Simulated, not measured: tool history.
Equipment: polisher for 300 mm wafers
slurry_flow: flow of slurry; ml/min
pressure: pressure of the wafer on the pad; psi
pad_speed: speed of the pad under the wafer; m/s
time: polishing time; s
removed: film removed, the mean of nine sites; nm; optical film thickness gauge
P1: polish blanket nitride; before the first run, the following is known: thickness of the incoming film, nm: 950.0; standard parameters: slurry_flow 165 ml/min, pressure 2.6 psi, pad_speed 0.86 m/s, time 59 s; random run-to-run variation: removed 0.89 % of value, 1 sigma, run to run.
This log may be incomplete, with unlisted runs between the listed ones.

run   hour  slurry_flow  pressure  pad_speed  time  wafers polished on this pad  hours since the slurry nozzle was cleaned  hours since the head pressure was calibrated  removed
  1   12.6          165       2.6       0.86    59                          874                                      187.3                                         238.8   74.447
  2   21.2          165       2.6       0.86    59                          975                                      195.9                                         247.4   75.202
  3   38.3          165       2.6       0.86    82                         1177                                      213.0                                         264.5  103.820
  4   53.1          165       2.6       0.50    59                         1352                                      227.8                                         279.3   47.656
  5   61.3          165       3.5       0.86    27                         1448                                      236.0                                         287.5   46.049
  6   78.0          165       2.6       0.86    59                         1645                                      252.7                                         304.2   74.652
  7   91.2          165       2.6       0.86    38                         1801                                      265.9                                         317.4   47.579
  8  103.0          100       2.6       0.86    59                         1940                                      277.7                                         329.2   66.492
  9  116.0          165       2.6       0.86    59                         2094                                      290.7                                         342.2   74.716
 10  128.6          165       1.4       0.86    59                         2242                                      303.3                                         354.8   39.941
 11  145.1          165       2.6       0.86    59                         2437                                      319.8                                         371.3   73.906
 12  160.2          165       2.6       1.16    59                         2615                                      334.9                                         386.4   93.703
 13  169.8          165       3.9       0.86    59                         2728                                      344.5                                         396.0  112.410
 14  184.3          260       2.6       0.86    59                         2899                                      359.0                                         410.5   79.336
 15  197.2          110       2.6       1.18    59                         3052                                      371.9                                         423.4   87.750
 16  210.7          165       2.6       0.86    59                         3211                                      385.4                                         436.9   74.118
 17  226.7          165       2.6       0.86    59                         3400                                      401.4                                         452.9   72.129
 18  238.9          165       2.6       0.86    59                         3544                                      413.6                                         465.1   72.184

Expected results for the next run?
 19  253.6          165       2.6       0.86    59                         3717                                      428.3                                         479.8        ?

removed: 70.240 nm
